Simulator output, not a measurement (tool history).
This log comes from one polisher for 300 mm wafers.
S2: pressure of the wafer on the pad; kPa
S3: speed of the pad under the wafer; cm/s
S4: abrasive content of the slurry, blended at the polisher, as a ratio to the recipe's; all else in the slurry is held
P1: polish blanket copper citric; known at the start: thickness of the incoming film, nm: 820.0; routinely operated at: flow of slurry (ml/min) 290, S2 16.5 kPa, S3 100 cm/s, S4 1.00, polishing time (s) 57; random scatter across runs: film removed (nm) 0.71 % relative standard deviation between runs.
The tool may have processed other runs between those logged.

Run 1, day 0.354: flow of slurry (ml/min) 290, S2 16.5 kPa, S3 100 cm/s, S4 1.00, polishing time (s) 57. Result: film removed (nm) 93.787.
Run 2, day 0.646: flow of slurry (ml/min) 290, S2 16.5 kPa, S3 100 cm/s, S4 1.00, polishing time (s) 76. Result: film removed (nm) 124.830.
Run 3, day 1.004: flow of slurry (ml/min) 290, S2 16.5 kPa, S3 100 cm/s, S4 1.00, polishing time (s) 57. Result: film removed (nm) 92.752.
Run 4, day 1.250: flow of slurry (ml/min) 400, S2 16.5 kPa, S3 100 cm/s, S4 1.00, polishing time (s) 57. Result: film removed (nm) 95.646.
Run 5, day 1.612: flow of slurry (ml/min) 290, S2 16.5 kPa, S3 100 cm/s, S4 1.00, polishing time (s) 57. Result: film removed (nm) 93.272.
Run 6, day 1.996: flow of slurry (ml/min) 380, S2 16.5 kPa, S3 100 cm/s, S4 0.50, polishing time (s) 57. Result: film removed (nm) 82.915.
Run 7, day 2.467: flow of slurry (ml/min) 290, S2 21.4 kPa, S3 100 cm/s, S4 1.30, polishing time (s) 57. Result: film removed (nm) 126.310.
Run 8, day 2.962: flow of slurry (ml/min) 290, S2 16.5 kPa, S3 100 cm/s, S4 1.00, polishing time (s) 57. Result: film removed (nm) 93.450.
Run 9, day 3.321: flow of slurry (ml/min) 290, S2 16.5 kPa, S3 100 cm/s, S4 1.50, polishing time (s) 57. Result: film removed (nm) 102.560.
Run 10, day 3.592: flow of slurry (ml/min) 290, S2 16.5 kPa, S3 100 cm/s, S4 1.00, polishing time (s) 57. Result: film removed (nm) 93.827.
Run 11, day 4.092: flow of slurry (ml/min) 290, S2 16.5 kPa, S3 44 cm/s, S4 1.00, polishing time (s) 57. Result: film removed (nm) 42.874.
Run 12, day 4.462: flow of slurry (ml/min) 290, S2 16.5 kPa, S3 158 cm/s, S4 1.00, polishing time (s) 57. Result: film removed (nm) 147.220.
Run 13, day 4.804: flow of slurry (ml/min) 175, S2 16.5 kPa, S3 100 cm/s, S4 1.00, polishing time (s) 57. Result: film removed (nm) 87.923.
Run 14, day 5.162: flow of slurry (ml/min) 290, S2 16.5 kPa, S3 100 cm/s, S4 1.00, polishing time (s) 29. Result: film removed (nm) 47.257.
Run 15, day 5.650: flow of slurry (ml/min) 175, S2 24.8 kPa, S3 100 cm/s, S4 1.00, polishing time (s) 57. Result: film removed (nm) 131.670.
Run 16, day 6.042: flow of slurry (ml/min) 290, S2 23.4 kPa, S3 100 cm/s, S4 1.00, polishing time (s) 57. Result: film removed (nm) 132.880.
Run 17, day 6.350: flow of slurry (ml/min) 290, S2 16.5 kPa, S3 100 cm/s, S4 1.00, polishing time (s) 57. Result: film removed (nm) 93.786.
At day 6.438: slurry blender recalibrated.
Run 18, day 6.875: flow of slurry (ml/min) 290, S2 16.5 kPa, S3 100 cm/s, S4 0.55, polishing time (s) 57. Result: film removed (nm) 82.159.

For run 19, what comes out?
Run 19, day 7.129: flow of slurry (ml/min) 290, S2 7.6 kPa, S3 100 cm/s, S4 1.00, polishing time (s) 57. Result: film removed (nm) ?.

film removed (nm): 44.702
